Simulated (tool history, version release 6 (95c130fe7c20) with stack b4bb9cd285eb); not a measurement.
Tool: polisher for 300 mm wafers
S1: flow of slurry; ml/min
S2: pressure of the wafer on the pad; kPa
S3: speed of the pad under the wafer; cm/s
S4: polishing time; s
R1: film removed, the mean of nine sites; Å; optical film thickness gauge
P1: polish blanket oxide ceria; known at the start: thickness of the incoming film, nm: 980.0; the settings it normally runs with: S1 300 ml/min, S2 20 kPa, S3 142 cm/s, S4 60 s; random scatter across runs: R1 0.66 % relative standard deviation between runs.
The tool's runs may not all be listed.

Run 1, day 0.258: S1 300 ml/min, S2 20 kPa, S3 142 cm/s, S4 60 s. Result: R1 2996.1 Å.
Run 2, day 0.625: S1 300 ml/min, S2 20 kPa, S3 74 cm/s, S4 60 s. Result: R1 1554.9 Å.
Run 3, day 0.933: S1 435 ml/min, S2 20 kPa, S3 142 cm/s, S4 60 s. Result: R1 3086 Å.
Run 4, day 1.162: S1 300 ml/min, S2 20 kPa, S3 142 cm/s, S4 82 s. Result: R1 4103.7 Å.
Run 5, day 1.617: S1 300 ml/min, S2 20 kPa, S3 142 cm/s, S4 60 s. Result: R1 2971 Å.
Run 6, day 1.854: S1 180 ml/min, S2 20 kPa, S3 142 cm/s, S4 60 s. Result: R1 2777.3 Å.
Run 7, day 2.225: S1 300 ml/min, S2 9 kPa, S3 142 cm/s, S4 60 s. Result: R1 1334.7 Å.
Run 8, day 2.475: S1 300 ml/min, S2 20 kPa, S3 210 cm/s, S4 60 s. Result: R1 4377.9 Å.
Run 9, day 2.729: S1 300 ml/min, S2 13.1 kPa, S3 212 cm/s, S4 60 s. Result: R1 2909.2 Å.
Run 10, day 3.038: S1 300 ml/min, S2 11.7 kPa, S3 216 cm/s, S4 60 s. Result: R1 2679.9 Å.
Run 11, day 3.446: S1 300 ml/min, S2 20 kPa, S3 142 cm/s, S4 60 s. Result: R1 2964.7 Å.
Run 12, day 3.75: S1 300 ml/min, S2 20 kPa, S3 142 cm/s, S4 60 s. Result: R1 2993.2 Å.
Run 13, day 3.946: S1 300 ml/min, S2 20 kPa, S3 142 cm/s, S4 60 s. Result: R1 2990.3 Å.
Run 14, day 4.238: S1 425 ml/min, S2 20 kPa, S3 202 cm/s, S4 60 s. Result: R1 4318.8 Å.
Run 15, day 4.608: S1 300 ml/min, S2 29.6 kPa, S3 142 cm/s, S4 60 s. Result: R1 4421.3 Å.
Run 16, day 5.004: S1 300 ml/min, S2 20 kPa, S3 142 cm/s, S4 27 s. Result: R1 1336.7 Å.
Run 17, day 5.412: S1 300 ml/min, S2 20 kPa, S3 142 cm/s, S4 60 s. Result: R1 2990.8 Å.
Run 18, day 5.858: S1 300 ml/min, S2 20 kPa, S3 142 cm/s, S4 60 s. Result: R1 2910.1 Å.
Run 19, day 6.267: S1 300 ml/min, S2 20 kPa, S3 142 cm/s, S4 60 s. Result: R1 2897.1 Å.
Run 20, day 6.588: S1 300 ml/min, S2 20 kPa, S3 142 cm/s, S4 60 s. Result: R1 2848.1 Å.
Run 21, day 6.933: S1 300 ml/min, S2 20 kPa, S3 142 cm/s, S4 60 s. Result: R1 2879.9 Å.
Run 22, day 7.204: S1 300 ml/min, S2 20 kPa, S3 142 cm/s, S4 60 s. Result: R1 2863.6 Å.
Run 23, day 7.588: S1 300 ml/min, S2 20 kPa, S3 142 cm/s, S4 60 s. Result: R1 2856.4 Å.
At day 7.696: head pressure recalibrated.
Run 24, day 8.029: S1 300 ml/min, S2 20 kPa, S3 142 cm/s, S4 60 s. Result: R1 2865.8 Å.
Run 25, day 8.321: S1 300 ml/min, S2 20 kPa, S3 142 cm/s, S4 60 s. Result: R1 2879.3 Å.
Run 26, day 8.608: S1 300 ml/min, S2 20 kPa, S3 142 cm/s, S4 60 s. Result: R1 2896.9 Å.

Predict the results of run 27:
Run 27, day 8.892: S1 300 ml/min, S2 20 kPa, S3 142 cm/s, S4 60 s. Result: R1 ?.

{"run 27": {"R1": 2873.8}}

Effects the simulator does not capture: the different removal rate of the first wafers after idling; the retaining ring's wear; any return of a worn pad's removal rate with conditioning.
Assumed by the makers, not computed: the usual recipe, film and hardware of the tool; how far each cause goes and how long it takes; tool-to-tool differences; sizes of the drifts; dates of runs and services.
